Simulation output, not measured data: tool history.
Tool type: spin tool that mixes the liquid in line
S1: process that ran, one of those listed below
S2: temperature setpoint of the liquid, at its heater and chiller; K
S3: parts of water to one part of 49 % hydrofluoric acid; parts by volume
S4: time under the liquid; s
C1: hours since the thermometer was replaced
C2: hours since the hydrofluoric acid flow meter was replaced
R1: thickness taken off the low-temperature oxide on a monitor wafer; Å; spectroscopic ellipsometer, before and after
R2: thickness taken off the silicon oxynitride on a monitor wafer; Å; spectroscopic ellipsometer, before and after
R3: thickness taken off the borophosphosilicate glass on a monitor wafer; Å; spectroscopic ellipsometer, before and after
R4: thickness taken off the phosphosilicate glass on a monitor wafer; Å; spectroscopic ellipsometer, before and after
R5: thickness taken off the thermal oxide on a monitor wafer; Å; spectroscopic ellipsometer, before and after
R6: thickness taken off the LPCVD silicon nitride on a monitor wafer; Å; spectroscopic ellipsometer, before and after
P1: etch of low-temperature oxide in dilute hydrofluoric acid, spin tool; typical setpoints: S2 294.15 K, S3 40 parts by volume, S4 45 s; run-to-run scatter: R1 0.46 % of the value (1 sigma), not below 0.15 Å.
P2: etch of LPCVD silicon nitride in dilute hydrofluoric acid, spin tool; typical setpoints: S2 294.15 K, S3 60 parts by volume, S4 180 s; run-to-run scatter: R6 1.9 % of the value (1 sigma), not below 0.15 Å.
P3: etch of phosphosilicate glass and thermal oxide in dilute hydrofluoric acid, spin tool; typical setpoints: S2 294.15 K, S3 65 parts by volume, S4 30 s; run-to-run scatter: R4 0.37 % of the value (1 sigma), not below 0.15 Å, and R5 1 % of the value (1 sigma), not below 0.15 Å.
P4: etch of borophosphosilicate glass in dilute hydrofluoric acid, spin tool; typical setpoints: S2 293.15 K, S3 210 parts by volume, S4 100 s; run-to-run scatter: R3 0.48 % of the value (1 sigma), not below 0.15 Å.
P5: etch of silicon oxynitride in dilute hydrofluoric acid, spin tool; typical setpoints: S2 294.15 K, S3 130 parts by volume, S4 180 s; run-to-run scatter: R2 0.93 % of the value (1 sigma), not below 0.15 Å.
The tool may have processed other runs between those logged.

run	hour	S1	S2	S3	S4	C1	C2	R1	R2	R3	R4	R5	R6
1	12.9	P1	294.15	40	45	567.4	316.8	239.140					
2	21.9	P1	300.65	40	45	576.4	325.8	308.800					
3	36.0	P5	294.15	130	180	590.5	339.9		27.1820				
4	45.7	P1	294.15	25	85	600.2	349.6	726.370					
5	58.5	P5	294.15	130	15	613.0	362.4		2.1719				
6	72.2	P4	293.15	60	100	626.7	376.1			654.840			
7	87.7	P4	290.15	210	100	642.2	391.6			143.980			
8	102.0	P3	294.15	100	30	656.5	405.9				343.52	12.514	
9	115.5	P5	299.15	130	180	670.0	419.4		34.3610				
10	127.0	P1	294.15	40	45	681.5	430.9	239.800					
11	140.2	P1	294.15	40	45	694.7	444.1	237.920					
12	147.6	P1	294.15	70	45	702.1	451.5	130.750					
13	163.5	P3	294.15	65	30	718.0	467.4				551.94	19.923	
14	175.9	P3	290.15	65	30	730.4	479.8				467.31	17.128	
15	186.7	P1	294.15	40	45	741.2	490.6	237.200					
16	196.8	P1	290.15	40	45	751.3	500.7	199.260					
17	212.8	P2	290.15	60	180	767.3	516.7						9.8654
18	221.2	P1	294.15	40	15	775.7	525.1	78.852					
19	231.5	P1	294.15	20	45	786.0	535.4	489.000					
20	243.3	P2	294.15	60	180	797.8	547.2						13.1540
21	252.0	P5	294.15	35	180	806.5	555.9		107.8900				
22	268.7	P3	294.15	65	45	823.2	572.6				830.14	30.979	
23	277.8	P5	294.15	130	180	832.3	581.7		27.5000				
24	288.9	P4	293.15	210	100	843.4	592.8			161.020			
25	298.8	P3	294.15	65	30	853.3	602.7				551.27	20.393	
26	307.5	P4	293.15	210	15	862.0	611.4			24.295			
27	324.4	P1	294.15	40	45	878.9	628.3	237.290					
28	333.2	P1	298.65	40	85	887.7	637.1	539.960					
29	343.7	P1	294.15	40	45	898.2	647.6	238.340					
30	354.7	P1	294.15	40	45	909.2	658.6	237.290					
31	371.0	P2	294.15	20	180	925.5	674.9						39.1110
32	380.8	P2	294.15	60	25	935.3	684.7						1.6555
33	395.9	P1	294.15	40	75	950.4	699.8	392.710					
34	407.6	P1	294.15	40	45	962.1	711.5	237.640					
35	420.1	P1	294.15	40	45	974.6	724.0	244.270					
36	429.4	P1	294.15	40	45	983.9	733.3	248.220					
37	446.1	P1	294.15	40	45	1000.6	750.0	253.810					
38	461.5	P1	294.15	40	45	1016.0	765.4	255.760					
39	474.8	P1	294.15	40	45	1029.3	778.7	259.700					
40	488.1	P1	294.15	40	45	1042.6	792.0	259.650					
41	495.5	P1	294.15	40	45	1050.0	799.4	260.030					
42	504.1	P1	294.15	40	45	1058.6	808.0	259.570					
43	514.4	P1	294.15	40	45	1068.9	818.3	260.490					
44	529.3	P1	294.15	40	45	1083.8	833.2	261.650					
45	544.7	P1	294.15	40	45	1099.2	848.6	259.480					

Compared with where it was, what P1 gives has crept away. Each cause listed below fits the log as well as the rest, at the size given for it:
A: hydrofluoric acid flow above the setpoint (%) = 9.51
B: liquid hotter than its thermometer reads (K) = 2.27
The drift started at roughly hour 407.6.

Which of the check runs below tells the causes apart, meaning the causes would give it clearly different results? Each run uses 5 wafers whose results are averaged, and each result is shown as a question mark.
check 1	560.1	P5	294.15	40	15				?				
check 2	560.1	P2	290.15	35	180								?
check 3	560.1	P4	293.15	70	100					?			
check 4	560.1	P3	291.15	65	30						?	?	

Predicted outcomes, by check and by cause:
check	result	if A	if B
check 1	R2	8.6491	8.8246
check 2	R6	18.6390	20.0610
check 3	R3	618.850	616.510
check 4	R4	535.76	535.21
check 4	R5	19.813	19.792
Per check, the gap between the least separated pair of causes, taken in the result that splits them most: check 1 2.01 %; check 2 7.35 %; check 3 0.38 %; check 4 0.1 %
Check 2 distinguishes between the causes, while the remaining checks would return nearly the same result for all of them.

Check 2 was then run and gave: R6 18.4580 Å. Which cause is it?

Of the candidate causes, it is A: hydrofluoric acid flow above the setpoint (%).

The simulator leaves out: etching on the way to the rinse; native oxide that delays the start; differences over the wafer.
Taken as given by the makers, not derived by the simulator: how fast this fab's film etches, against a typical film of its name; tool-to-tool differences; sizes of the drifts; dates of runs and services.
